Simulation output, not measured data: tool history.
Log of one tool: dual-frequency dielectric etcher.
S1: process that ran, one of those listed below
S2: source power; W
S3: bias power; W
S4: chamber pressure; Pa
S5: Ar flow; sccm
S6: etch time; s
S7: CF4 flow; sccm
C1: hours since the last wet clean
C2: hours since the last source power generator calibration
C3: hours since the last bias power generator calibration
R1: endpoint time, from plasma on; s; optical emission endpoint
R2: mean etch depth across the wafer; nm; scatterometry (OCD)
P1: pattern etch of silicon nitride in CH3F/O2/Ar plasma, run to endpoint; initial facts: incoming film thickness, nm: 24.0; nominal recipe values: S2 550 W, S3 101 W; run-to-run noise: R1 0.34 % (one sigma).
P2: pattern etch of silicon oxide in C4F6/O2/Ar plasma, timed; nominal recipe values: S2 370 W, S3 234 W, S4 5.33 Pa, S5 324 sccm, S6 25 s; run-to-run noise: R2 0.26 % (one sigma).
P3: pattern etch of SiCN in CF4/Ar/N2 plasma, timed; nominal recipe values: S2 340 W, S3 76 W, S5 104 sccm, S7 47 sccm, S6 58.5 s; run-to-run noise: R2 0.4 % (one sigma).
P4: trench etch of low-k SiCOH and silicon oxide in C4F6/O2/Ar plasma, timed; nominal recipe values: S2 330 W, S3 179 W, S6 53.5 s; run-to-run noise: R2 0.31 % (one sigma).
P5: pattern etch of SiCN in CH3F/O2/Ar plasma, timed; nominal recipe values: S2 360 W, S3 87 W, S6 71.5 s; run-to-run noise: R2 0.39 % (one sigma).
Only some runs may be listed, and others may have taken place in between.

run 1 hour=8 | S1=P1 S2=550 S3=101 | C1=116 C2=1710.1 C3=1155.4 | R1=27.789
run 2 hour=12.9 | S1=P2 S2=370 S3=234 S4=5.33 S5=324 S6=25 | C1=120.9 C2=1715 C3=1160.3 | R2=80.781
run 3 hour=19.6 | S1=P3 S2=400 S3=76 S5=104 S6=58.5 S7=47 | C1=127.6 C2=1721.7 C3=1167 | R2=42.311
run 4 hour=27.2 | S1=P4 S2=330 S3=179 S6=53.5 | C1=135.2 C2=1729.3 C3=1174.6 | R2=160.26
run 5 hour=34.1 | S1=P3 S2=340 S3=76 S5=104 S6=76.5 S7=47 | C1=142.1 C2=1736.2 C3=1181.5 | R2=47.713
run 6 hour=38 | S1=P5 S2=360 S3=87 S6=71.5 | C1=146 C2=1740.1 C3=1185.4 | R2=27.52
run 7 hour=44 | S1=P5 S2=360 S3=87 S6=51.5 | C1=152 C2=1746.1 C3=1191.4 | R2=19.636
run 8 hour=48.7 | S1=P1 S2=550 S3=101 | C1=156.7 C2=1750.8 C3=1196.1 | R1=27.869
run 9 hour=55.6 | S1=P2 S2=370 S3=234 S4=5.33 S5=216 S6=25 | C1=163.6 C2=1757.7 C3=1203 | R2=84.162
run 10 hour=63.7 | S1=P5 S2=360 S3=117 S6=71.5 | C1=171.7 C2=1765.8 C3=1211.1 | R2=30.59
run 11 hour=69.3 | S1=P4 S2=330 S3=221 S6=53.5 | C1=177.3 C2=1771.4 C3=1216.7 | R2=172.18
run 12 hour=74 | S1=P2 S2=370 S3=171 S4=5.33 S5=324 S6=25 | C1=182 C2=1776.1 C3=1221.4 | R2=72.546
run 13 hour=78.7 | S1=P3 S2=340 S3=76 S5=104 S6=58.5 S7=47 | C1=186.7 C2=1780.8 C3=1226.1 | R2=36.856
-- hour=80.3 bias power generator calibrated
run 14 hour=83.1 | S1=P2 S2=500 S3=234 S4=5.33 S5=324 S6=25 | C1=191.1 C2=1785.2 C3=2.8 | R2=90.385
run 15 hour=89.8 | S1=P1 S2=550 S3=65 | C1=197.8 C2=1791.9 C3=9.5 | R1=32.479
run 16 hour=94.8 | S1=P1 S2=550 S3=101 | C1=202.8 C2=1796.9 C3=14.5 | R1=27.761
run 17 hour=102.7 | S1=P1 S2=410 S3=79 | C1=210.7 C2=1804.8 C3=22.4 | R1=33.902
run 18 hour=106.6 | S1=P3 S2=340 S3=95 S5=104 S6=58.5 S7=47 | C1=214.6 C2=1808.7 C3=26.3 | R2=39.994
run 19 hour=110.4 | S1=P1 S2=550 S3=101 | C1=218.4 C2=1812.5 C3=30.1 | R1=27.959
run 20 hour=115 | S1=P3 S2=340 S3=76 S5=104 S6=58.5 S7=47 | C1=223 C2=1817.1 C3=34.7 | R2=36.581
run 21 hour=119 | S1=P1 S2=550 S3=101 | C1=227 C2=1821.1 C3=38.7 | R1=27.75
run 22 hour=125.4 | S1=P3 S2=340 S3=76 S5=67 S6=58.5 S7=47 | C1=233.4 C2=1827.5 C3=45.1 | R2=39.131
run 23 hour=132.1 | S1=P1 S2=550 S3=120 | C1=240.1 C2=1834.2 C3=51.8 | R1=26.326
run 24 hour=138.8 | S1=P4 S2=330 S3=179 S6=29.5 | C1=246.8 C2=1840.9 C3=58.5 | R2=88.662
run 25 hour=146.4 | S1=P1 S2=720 S3=101 | C1=254.4 C2=1848.5 C3=66.1 | R1=25.065
run 26 hour=154.2 | S1=P1 S2=550 S3=101 | C1=262.2 C2=1856.3 C3=73.9 | R1=28.023
run 27 hour=162.4 | S1=P2 S2=370 S3=234 S4=7.27 S5=324 S6=25 | C1=270.4 C2=1864.5 C3=82.1 | R2=77.676
run 28 hour=166.5 | S1=P3 S2=340 S3=76 S5=104 S6=58.5 S7=58 | C1=274.5 C2=1868.6 C3=86.2 | R2=37.592
run 29 hour=171.1 | S1=P4 S2=460 S3=179 S6=53.5 | C1=279.1 C2=1873.2 C3=90.8 | R2=182.87
run 30 hour=179.7 | S1=P2 S2=370 S3=234 S4=5.33 S5=324 S6=35 | C1=287.7 C2=1881.8 C3=99.4 | R2=112.04
run 31 hour=184.6 | S1=P5 S2=230 S3=87 S6=71.5 | C1=292.6 C2=1886.7 C3=104.3 | R2=23.396
run 32 hour=188.5 | S1=P1 S2=330 S3=101 | C1=296.5 C2=1890.6 C3=108.2 | R1=33.577
run 33 hour=194.6 | S1=P1 S2=550 S3=101 | C1=302.6 C2=1896.7 C3=114.3 | R1=27.91
run 34 hour=201.1 | S1=P1 S2=550 S3=101 | C1=309.1 C2=1903.2 C3=120.8 | R1=28.186
run 35 hour=209.5 | S1=P1 S2=550 S3=101 | C1=317.5 C2=1911.6 C3=129.2 | R1=28.262
run 36 hour=216.7 | S1=P1 S2=550 S3=101 | C1=324.7 C2=1918.8 C3=136.4 | R1=28.324
run 37 hour=222.6 | S1=P1 S2=550 S3=101 | C1=330.6 C2=1924.7 C3=142.3 | R1=28.371
run 38 hour=230.9 | S1=P1 S2=550 S3=101 | C1=338.9 C2=1933 C3=150.6 | R1=28.352
-- hour=231.8 wet clean of the chamber
run 39 hour=237.1 | S1=P1 S2=550 S3=101 | C1=5.4 C2=1939.2 C3=156.8 | R1=28.475
run 40 hour=244.7 | S1=P1 S2=550 S3=101 | C1=13 C2=1946.8 C3=164.4 | R1=28.337
run 41 hour=249.7 | S1=P1 S2=550 S3=101 | C1=18 C2=1951.8 C3=169.4 | R1=28.34

P1 has crept away from where it was. The log is fitted equally well by each of these 2 causes, at the sizes shown:
A: source power that arrives under what is set, % = 4.69
B: bias power that arrives under what is set, % = 4.89
The gradual shift began around hour 194.6.
Every other cause this tool's parts could produce, and why it does not fit the log:
chamber walls in a state that lowers the etch rate, %: work on it at hour 231.8, done after the drift set in, did not restore what the process gave before

Each of the check runs listed below is run on 2 wafers and reports their average, with the results left as question marks. Pick the one under which the possible causes would lead to clearly different results.
run check 1 hour=254.7 | S1=P2 S2=370 S3=234 S4=5.33 S5=324 S6=25 | R2=?
run check 2 hour=254.7 | S1=P4 S2=330 S3=179 S6=53.5 | R2=?
run check 3 hour=254.7 | S1=P3 S2=340 S3=76 S5=104 S6=58.5 S7=47 | R2=?
run check 4 hour=254.7 | S1=P5 S2=360 S3=87 S6=71.5 | R2=?

What every check run would give for each of its results, assuming each possible cause in turn:
check=check_1 result=R2 if_A=78.896 if_B=79.027
check=check_2 result=R2 if_A=157.36 if_B=157.78
check=check_3 result=R2 if_A=35.195 if_B=35.998
check=check_4 result=R2 if_A=27.025 if_B=27.007
Per check, the gap between the least separated pair of causes, taken in the result that splits them most: check 1 0.17 %; check 2 0.27 %; check 3 2.26 %; check 4 0.07 %
Only check 3 tells the causes apart: in the others they would give nearly the same result.

Check 3 has now been run. It gave: R2 35.886 nm. Which of the candidate causes is it?

The correct cause is B, namely: bias power that arrives under what is set, %.

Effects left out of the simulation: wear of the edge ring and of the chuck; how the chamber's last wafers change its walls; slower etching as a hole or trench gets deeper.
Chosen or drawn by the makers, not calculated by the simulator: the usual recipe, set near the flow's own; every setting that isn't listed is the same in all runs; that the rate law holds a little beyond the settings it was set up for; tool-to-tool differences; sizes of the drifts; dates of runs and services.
